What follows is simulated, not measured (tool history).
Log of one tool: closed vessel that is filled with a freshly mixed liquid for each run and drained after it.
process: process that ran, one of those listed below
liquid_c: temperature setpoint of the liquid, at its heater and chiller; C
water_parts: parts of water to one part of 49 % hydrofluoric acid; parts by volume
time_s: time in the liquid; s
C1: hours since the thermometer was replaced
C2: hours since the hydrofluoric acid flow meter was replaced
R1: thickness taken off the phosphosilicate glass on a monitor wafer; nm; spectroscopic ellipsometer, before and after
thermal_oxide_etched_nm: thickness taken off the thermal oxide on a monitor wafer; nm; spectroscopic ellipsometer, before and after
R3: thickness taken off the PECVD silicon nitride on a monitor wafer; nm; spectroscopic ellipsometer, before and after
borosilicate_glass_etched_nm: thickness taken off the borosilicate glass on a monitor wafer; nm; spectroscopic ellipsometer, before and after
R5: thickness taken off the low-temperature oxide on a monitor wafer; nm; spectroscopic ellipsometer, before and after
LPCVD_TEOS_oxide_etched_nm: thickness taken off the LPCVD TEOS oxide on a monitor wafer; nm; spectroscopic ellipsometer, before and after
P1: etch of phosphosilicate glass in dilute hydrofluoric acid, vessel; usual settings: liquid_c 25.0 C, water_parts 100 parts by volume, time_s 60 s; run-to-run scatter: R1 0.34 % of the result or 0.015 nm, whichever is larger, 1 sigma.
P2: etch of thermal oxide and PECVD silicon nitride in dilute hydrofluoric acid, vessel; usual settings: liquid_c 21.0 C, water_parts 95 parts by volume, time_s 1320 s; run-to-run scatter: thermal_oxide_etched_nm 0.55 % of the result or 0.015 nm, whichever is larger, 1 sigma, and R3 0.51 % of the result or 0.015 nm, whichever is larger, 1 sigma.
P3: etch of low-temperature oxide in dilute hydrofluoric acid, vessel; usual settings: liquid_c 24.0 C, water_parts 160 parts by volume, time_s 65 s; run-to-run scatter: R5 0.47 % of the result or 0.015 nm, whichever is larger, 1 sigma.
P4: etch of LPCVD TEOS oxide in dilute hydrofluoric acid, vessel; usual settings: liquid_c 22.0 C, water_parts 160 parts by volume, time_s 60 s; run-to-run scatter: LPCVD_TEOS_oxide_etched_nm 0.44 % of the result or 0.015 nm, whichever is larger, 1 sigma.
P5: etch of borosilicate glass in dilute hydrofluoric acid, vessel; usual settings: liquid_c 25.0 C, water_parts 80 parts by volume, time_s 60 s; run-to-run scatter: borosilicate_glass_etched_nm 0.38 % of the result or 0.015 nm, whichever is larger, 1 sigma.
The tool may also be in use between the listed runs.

{"run": 1, "hour": 7.2, "process": "P1", "liquid_c": 25.0, "water_parts": 100, "time_s": 60, "C1": 369.6, "C2": 1091.6, "R1": 53.715}
{"run": 2, "hour": 15.3, "process": "P2", "liquid_c": 21.0, "water_parts": 95, "time_s": 1975, "C1": 377.7, "C2": 1099.7, "thermal_oxide_etched_nm": 90.335, "R3": 28.237}
{"run": 3, "hour": 23.6, "process": "P5", "liquid_c": 25.0, "water_parts": 25, "time_s": 60, "C1": 386.0, "C2": 1108.0, "borosilicate_glass_etched_nm": 105.77}
{"run": 4, "hour": 29.0, "process": "P3", "liquid_c": 24.0, "water_parts": 160, "time_s": 65, "C1": 391.4, "C2": 1113.4, "R5": 4.2002}
{"run": 5, "hour": 38.2, "process": "P5", "liquid_c": 25.0, "water_parts": 80, "time_s": 60, "C1": 400.6, "C2": 1122.6, "borosilicate_glass_etched_nm": 30.872}
{"run": 6, "hour": 44.1, "process": "P5", "liquid_c": 19.0, "water_parts": 80, "time_s": 60, "C1": 406.5, "C2": 1128.5, "borosilicate_glass_etched_nm": 24.098}
{"run": 7, "hour": 52.8, "process": "P4", "liquid_c": 22.0, "water_parts": 160, "time_s": 60, "C1": 415.2, "C2": 1137.2, "LPCVD_TEOS_oxide_etched_nm": 12.65}
{"run": 8, "hour": 61.8, "process": "P1", "liquid_c": 25.0, "water_parts": 20, "time_s": 60, "C1": 424.2, "C2": 1146.2, "R1": 298.3}
{"run": 9, "hour": 67.8, "process": "P3", "liquid_c": 24.0, "water_parts": 160, "time_s": 65, "C1": 430.2, "C2": 1152.2, "R5": 4.2118}
{"run": 10, "hour": 77.2, "process": "P4", "liquid_c": 17.0, "water_parts": 160, "time_s": 60, "C1": 439.6, "C2": 1161.6, "LPCVD_TEOS_oxide_etched_nm": 10.345}
{"run": 11, "hour": 86.9, "process": "P1", "liquid_c": 25.0, "water_parts": 100, "time_s": 30, "C1": 449.3, "C2": 1171.3, "R1": 26.783}
{"run": 12, "hour": 96.2, "process": "P2", "liquid_c": 21.0, "water_parts": 180, "time_s": 1320, "C1": 458.6, "C2": 1180.6, "thermal_oxide_etched_nm": 28.948, "R3": 10.177}
{"run": 13, "hour": 103.3, "process": "P1", "liquid_c": 25.0, "water_parts": 165, "time_s": 60, "C1": 465.7, "C2": 1187.7, "R1": 29.971}
{"run": 14, "hour": 110.3, "process": "P3", "liquid_c": 24.0, "water_parts": 160, "time_s": 35, "C1": 472.7, "C2": 1194.7, "R5": 2.2257}
{"run": 15, "hour": 116.0, "process": "P3", "liquid_c": 29.0, "water_parts": 160, "time_s": 65, "C1": 478.4, "C2": 1200.4, "R5": 5.0665}
{"run": 16, "hour": 123.7, "process": "P2", "liquid_c": 21.0, "water_parts": 95, "time_s": 1320, "C1": 486.1, "C2": 1208.1, "thermal_oxide_etched_nm": 60.123, "R3": 19.059}
{"run": 17, "hour": 133.9, "process": "P2", "liquid_c": 17.0, "water_parts": 95, "time_s": 1320, "C1": 496.3, "C2": 1218.3, "thermal_oxide_etched_nm": 50.692, "R3": 14.374}
{"run": 18, "hour": 143.8, "process": "P1", "liquid_c": 25.0, "water_parts": 100, "time_s": 60, "C1": 506.2, "C2": 1228.2, "R1": 53.6}
{"run": 19, "hour": 151.7, "process": "P1", "liquid_c": 25.0, "water_parts": 100, "time_s": 60, "C1": 514.1, "C2": 1236.1, "R1": 53.612}
{"run": 20, "hour": 156.4, "process": "P1", "liquid_c": 32.5, "water_parts": 100, "time_s": 85, "C1": 518.8, "C2": 1240.8, "R1": 101.2}
{"run": 21, "hour": 162.7, "process": "P5", "liquid_c": 25.0, "water_parts": 80, "time_s": 30, "C1": 525.1, "C2": 1247.1, "borosilicate_glass_etched_nm": 15.324}
{"run": 22, "hour": 167.6, "process": "P4", "liquid_c": 22.0, "water_parts": 60, "time_s": 60, "C1": 530.0, "C2": 1252.0, "LPCVD_TEOS_oxide_etched_nm": 37.765}
{"run": 23, "hour": 176.7, "process": "P1", "liquid_c": 21.5, "water_parts": 100, "time_s": 60, "C1": 539.1, "C2": 1261.1, "R1": 46.65}
{"run": 24, "hour": 183.5, "process": "P1", "liquid_c": 25.0, "water_parts": 100, "time_s": 60, "C1": 545.9, "C2": 1267.9, "R1": 53.78}
{"run": 25, "hour": 193.7, "process": "P1", "liquid_c": 30.5, "water_parts": 100, "time_s": 60, "C1": 556.1, "C2": 1278.1, "R1": 66.374}
{"run": 26, "hour": 198.6, "process": "P1", "liquid_c": 25.0, "water_parts": 100, "time_s": 60, "C1": 561.0, "C2": 1283.0, "R1": 53.848}
{"run": 27, "hour": 205.9, "process": "P1", "liquid_c": 17.5, "water_parts": 20, "time_s": 60, "C1": 568.3, "C2": 1290.3, "R1": 217.47}
{"run": 28, "hour": 213.3, "process": "P3", "liquid_c": 24.0, "water_parts": 90, "time_s": 65, "C1": 575.7, "C2": 1297.7, "R5": 8.1407}
{"run": 29, "hour": 219.9, "process": "P1", "liquid_c": 25.0, "water_parts": 100, "time_s": 85, "C1": 582.3, "C2": 1304.3, "R1": 76.215}
{"run": 30, "hour": 227.6, "process": "P4", "liquid_c": 22.0, "water_parts": 160, "time_s": 60, "C1": 590.0, "C2": 1312.0, "LPCVD_TEOS_oxide_etched_nm": 12.633}
{"run": 31, "hour": 235.7, "process": "P4", "liquid_c": 22.0, "water_parts": 160, "time_s": 30, "C1": 598.1, "C2": 1320.1, "LPCVD_TEOS_oxide_etched_nm": 6.294}
{"run": 32, "hour": 245.2, "process": "P1", "liquid_c": 32.5, "water_parts": 60, "time_s": 60, "C1": 607.6, "C2": 1329.6, "R1": 127.28}
{"run": 33, "hour": 251.7, "process": "P1", "liquid_c": 25.0, "water_parts": 100, "time_s": 60, "C1": 614.1, "C2": 1336.1, "R1": 53.48}
{"run": 34, "hour": 258.1, "process": "P1", "liquid_c": 25.0, "water_parts": 100, "time_s": 60, "C1": 620.5, "C2": 1342.5, "R1": 54.591}
{"run": 35, "hour": 263.9, "process": "P1", "liquid_c": 25.0, "water_parts": 100, "time_s": 60, "C1": 626.3, "C2": 1348.3, "R1": 56.184}
{"run": 36, "hour": 273.9, "process": "P1", "liquid_c": 25.0, "water_parts": 100, "time_s": 60, "C1": 636.3, "C2": 1358.3, "R1": 57.078}
{"run": 37, "hour": 279.0, "process": "P1", "liquid_c": 25.0, "water_parts": 100, "time_s": 60, "C1": 641.4, "C2": 1363.4, "R1": 57.308}
{"run": 38, "hour": 284.0, "process": "P1", "liquid_c": 25.0, "water_parts": 100, "time_s": 60, "C1": 646.4, "C2": 1368.4, "R1": 57.372}
{"run": 39, "hour": 293.5, "process": "P1", "liquid_c": 25.0, "water_parts": 100, "time_s": 60, "C1": 655.9, "C2": 1377.9, "R1": 57.686}
{"run": 40, "hour": 301.7, "process": "P1", "liquid_c": 25.0, "water_parts": 100, "time_s": 60, "C1": 664.1, "C2": 1386.1, "R1": 57.995}
{"run": 41, "hour": 307.4, "process": "P1", "liquid_c": 25.0, "water_parts": 100, "time_s": 60, "C1": 669.8, "C2": 1391.8, "R1": 57.84}
{"run": 42, "hour": 316.4, "process": "P1", "liquid_c": 25.0, "water_parts": 100, "time_s": 60, "C1": 678.8, "C2": 1400.8, "R1": 57.632}

What P1 gives has crept away from where it was. These 2 causes fit the log equally well, each at the size given:
A: hydrofluoric acid flow above the setpoint (%) = 6.77
B: liquid hotter than its thermometer reads (K) = 1.9
The creep began at about hour 251.7.

4 check runs are offered, one wafer each, their results left as question marks. Which one tells the causes apart?
{"run": "check 1", "hour": 325.4, "process": "P5", "liquid_c": 25.0, "water_parts": 80, "time_s": 60, "borosilicate_glass_etched_nm": "?"}
{"run": "check 2", "hour": 325.4, "process": "P4", "liquid_c": 22.0, "water_parts": 160, "time_s": 60, "LPCVD_TEOS_oxide_etched_nm": "?"}
{"run": "check 3", "hour": 325.4, "process": "P2", "liquid_c": 21.0, "water_parts": 95, "time_s": 1320, "thermal_oxide_etched_nm": "?", "R3": "?"}
{"run": "check 4", "hour": 325.4, "process": "P3", "liquid_c": 24.0, "water_parts": 160, "time_s": 65, "R5": "?"}

What each check would give under each cause:
check=check_1 result=borosilicate_glass_etched_nm if_A=33.044 if_B=33.144
check=check_2 result=LPCVD_TEOS_oxide_etched_nm if_A=13.627 if_B=13.578
check=check_3 result=thermal_oxide_etched_nm if_A=64.832 if_B=65.125
check=check_3 result=R3 if_A=20.121 if_B=21.441
check=check_4 result=R5 if_A=4.5296 if_B=4.5041
How far apart the two closest causes lie, in the result that separates them most: check 1 0.3 %; check 2 0.36 %; check 3 6.35 %; check 4 0.56 %
Check 3 tells the causes apart: in the others they would give nearly the same result.

Check 3 was then run and gave: thermal_oxide_etched_nm 65.200 nm; R3 21.306 nm. Which cause is it?

It is B: liquid hotter than its thermometer reads (K).
